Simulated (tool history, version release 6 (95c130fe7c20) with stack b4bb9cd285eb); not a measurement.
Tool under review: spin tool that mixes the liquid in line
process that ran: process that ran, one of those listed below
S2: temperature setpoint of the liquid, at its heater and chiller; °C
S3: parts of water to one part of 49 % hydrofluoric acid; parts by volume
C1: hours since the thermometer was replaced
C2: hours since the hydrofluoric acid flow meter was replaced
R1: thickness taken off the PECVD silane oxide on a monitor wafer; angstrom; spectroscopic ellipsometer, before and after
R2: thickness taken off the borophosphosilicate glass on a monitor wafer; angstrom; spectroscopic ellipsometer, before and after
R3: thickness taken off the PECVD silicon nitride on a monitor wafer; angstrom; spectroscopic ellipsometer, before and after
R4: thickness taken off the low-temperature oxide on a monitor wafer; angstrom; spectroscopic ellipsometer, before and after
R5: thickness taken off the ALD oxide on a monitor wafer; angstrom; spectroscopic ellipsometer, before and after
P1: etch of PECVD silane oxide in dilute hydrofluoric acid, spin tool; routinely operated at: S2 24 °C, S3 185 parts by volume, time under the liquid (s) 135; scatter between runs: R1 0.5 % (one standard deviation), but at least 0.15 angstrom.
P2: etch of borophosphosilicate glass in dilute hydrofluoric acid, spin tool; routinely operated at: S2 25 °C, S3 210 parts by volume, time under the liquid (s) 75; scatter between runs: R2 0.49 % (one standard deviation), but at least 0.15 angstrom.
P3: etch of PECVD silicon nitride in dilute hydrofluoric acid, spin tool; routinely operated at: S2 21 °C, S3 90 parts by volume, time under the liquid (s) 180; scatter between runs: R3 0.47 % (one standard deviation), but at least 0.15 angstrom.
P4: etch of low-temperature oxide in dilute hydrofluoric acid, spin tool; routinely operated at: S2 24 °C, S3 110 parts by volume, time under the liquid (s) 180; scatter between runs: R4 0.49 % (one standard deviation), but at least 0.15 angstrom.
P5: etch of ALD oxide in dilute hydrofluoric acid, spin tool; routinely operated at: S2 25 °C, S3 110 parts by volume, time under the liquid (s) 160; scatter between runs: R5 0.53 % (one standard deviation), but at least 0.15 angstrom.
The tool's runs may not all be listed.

{"run": 1, "day": 0.354, "process that ran": "P1", "S2": 24, "S3": 185, "time under the liquid (s)": 135, "C1": 817.5, "C2": 280.1, "R1": 99.337}
{"run": 2, "day": 0.767, "process that ran": "P1", "S2": 24, "S3": 185, "time under the liquid (s)": 135, "C1": 827.4, "C2": 290, "R1": 100.55}
{"run": 3, "day": 1.121, "process that ran": "P1", "S2": 24, "S3": 185, "time under the liquid (s)": 135, "C1": 835.9, "C2": 298.5, "R1": 100.05}
{"run": 4, "day": 1.379, "process that ran": "P1", "S2": 19, "S3": 185, "time under the liquid (s)": 135, "C1": 842.1, "C2": 304.7, "R1": 82.247}
{"run": 5, "day": 1.779, "process that ran": "P1", "S2": 24, "S3": 185, "time under the liquid (s)": 135, "C1": 851.7, "C2": 314.3, "R1": 100.1}
{"run": 6, "day": 2.142, "process that ran": "P2", "S2": 33.5, "S3": 210, "time under the liquid (s)": 75, "C1": 860.4, "C2": 323, "R2": 216.11}
{"run": 7, "day": 2.525, "process that ran": "P1", "S2": 24, "S3": 255, "time under the liquid (s)": 135, "C1": 869.6, "C2": 332.2, "R1": 67.089}
{"run": 8, "day": 2.896, "process that ran": "P1", "S2": 24, "S3": 185, "time under the liquid (s)": 25, "C1": 878.5, "C2": 341.1, "R1": 18.618}
{"run": 9, "day": 3.312, "process that ran": "P1", "S2": 24, "S3": 185, "time under the liquid (s)": 135, "C1": 888.5, "C2": 351.1, "R1": 99.269}
{"run": 10, "day": 3.829, "process that ran": "P3", "S2": 21, "S3": 90, "time under the liquid (s)": 180, "C1": 900.9, "C2": 363.5, "R3": 95.295}
{"run": 11, "day": 4.075, "process that ran": "P1", "S2": 24, "S3": 35, "time under the liquid (s)": 135, "C1": 906.8, "C2": 369.4, "R1": 639.47}
{"run": 12, "day": 4.354, "process that ran": "P4", "S2": 24, "S3": 110, "time under the liquid (s)": 180, "C1": 913.5, "C2": 376.1, "R4": 172.59}
{"run": 13, "day": 4.721, "process that ran": "P1", "S2": 30, "S3": 185, "time under the liquid (s)": 135, "C1": 922.3, "C2": 384.9, "R1": 124.52}
{"run": 14, "day": 5.275, "process that ran": "P1", "S2": 28, "S3": 185, "time under the liquid (s)": 60, "C1": 935.6, "C2": 398.2, "R1": 51.715}
{"run": 15, "day": 5.633, "process that ran": "P3", "S2": 21, "S3": 90, "time under the liquid (s)": 335, "C1": 944.2, "C2": 406.8, "R3": 177.13}
{"run": 16, "day": 6.067, "process that ran": "P5", "S2": 32, "S3": 110, "time under the liquid (s)": 160, "C1": 954.6, "C2": 417.2, "R5": 193.27}
{"run": 17, "day": 6.467, "process that ran": "P5", "S2": 25, "S3": 110, "time under the liquid (s)": 305, "C1": 964.2, "C2": 426.8, "R5": 281.02}
{"run": 18, "day": 6.725, "process that ran": "P4", "S2": 24, "S3": 110, "time under the liquid (s)": 180, "C1": 970.4, "C2": 433, "R4": 173.95}
{"run": 19, "day": 7.121, "process that ran": "P2", "S2": 25, "S3": 210, "time under the liquid (s)": 40, "C1": 979.9, "C2": 442.5, "R2": 85.635}
{"run": 20, "day": 7.558, "process that ran": "P1", "S2": 29, "S3": 185, "time under the liquid (s)": 80, "C1": 990.4, "C2": 453, "R1": 71.394}
{"run": 21, "day": 7.842, "process that ran": "P1", "S2": 24, "S3": 185, "time under the liquid (s)": 205, "C1": 997.2, "C2": 459.8, "R1": 151.66}
{"run": 22, "day": 8.188, "process that ran": "P2", "S2": 25, "S3": 210, "time under the liquid (s)": 75, "C1": 1005.5, "C2": 468.1, "R2": 161.81}
{"run": 23, "day": 8.517, "process that ran": "P3", "S2": 28.5, "S3": 90, "time under the liquid (s)": 180, "C1": 1013.4, "C2": 476, "R3": 156.63}
{"run": 24, "day": 8.971, "process that ran": "P2", "S2": 25, "S3": 210, "time under the liquid (s)": 75, "C1": 1024.3, "C2": 486.9, "R2": 160.8}
{"run": 25, "day": 9.438, "process that ran": "P4", "S2": 24, "S3": 110, "time under the liquid (s)": 25, "C1": 1035.5, "C2": 498.1, "R4": 24.165}
{"run": 26, "day": 9.721, "process that ran": "P4", "S2": 17, "S3": 110, "time under the liquid (s)": 180, "C1": 1042.3, "C2": 504.9, "R4": 131.47}
{"run": 27, "day": 10.138, "process that ran": "P4", "S2": 24, "S3": 200, "time under the liquid (s)": 180, "C1": 1052.3, "C2": 514.9, "R4": 85.87}
{"run": 28, "day": 10.588, "process that ran": "P3", "S2": 21, "S3": 155, "time under the liquid (s)": 180, "C1": 1063.1, "C2": 525.7, "R3": 55.814}
{"run": 29, "day": 11.088, "process that ran": "P5", "S2": 25, "S3": 200, "time under the liquid (s)": 160, "C1": 1075.1, "C2": 537.7, "R5": 73.37}
{"run": 30, "day": 11.604, "process that ran": "P5", "S2": 25, "S3": 110, "time under the liquid (s)": 160, "C1": 1087.5, "C2": 550.1, "R5": 149.65}
{"run": 31, "day": 11.871, "process that ran": "P2", "S2": 25, "S3": 65, "time under the liquid (s)": 75, "C1": 1093.9, "C2": 556.5, "R2": 622.68}
{"run": 32, "day": 12.354, "process that ran": "P1", "S2": 24, "S3": 185, "time under the liquid (s)": 135, "C1": 1105.5, "C2": 568.1, "R1": 100.39}
{"run": 33, "day": 12.633, "process that ran": "P1", "S2": 24, "S3": 185, "time under the liquid (s)": 135, "C1": 1112.2, "C2": 574.8, "R1": 100.65}
{"run": 34, "day": 12.933, "process that ran": "P1", "S2": 24, "S3": 185, "time under the liquid (s)": 135, "C1": 1119.4, "C2": 582, "R1": 103.47}
{"run": 35, "day": 13.267, "process that ran": "P1", "S2": 24, "S3": 185, "time under the liquid (s)": 135, "C1": 1127.4, "C2": 590, "R1": 104.38}
{"run": 36, "day": 13.738, "process that ran": "P1", "S2": 24, "S3": 185, "time under the liquid (s)": 135, "C1": 1138.7, "C2": 601.3, "R1": 104.62}
{"run": 37, "day": 14.05, "process that ran": "P1", "S2": 24, "S3": 185, "time under the liquid (s)": 135, "C1": 1146.2, "C2": 608.8, "R1": 104.94}
{"run": 38, "day": 14.429, "process that ran": "P1", "S2": 24, "S3": 185, "time under the liquid (s)": 135, "C1": 1155.3, "C2": 617.9, "R1": 105.45}
{"run": 39, "day": 14.7, "process that ran": "P1", "S2": 24, "S3": 185, "time under the liquid (s)": 135, "C1": 1161.8, "C2": 624.4, "R1": 106.7}
{"run": 40, "day": 15.25, "process that ran": "P1", "S2": 24, "S3": 185, "time under the liquid (s)": 135, "C1": 1175, "C2": 637.6, "R1": 105.7}

The next listed run, before its measurement:
{"run": 41, "day": 15.496, "process that ran": "P1", "S2": 24, "S3": 185, "time under the liquid (s)": 135, "C1": 1180.9, "C2": 643.5, "R1": "?"}

{"run 41": {"R1": 105.7}}
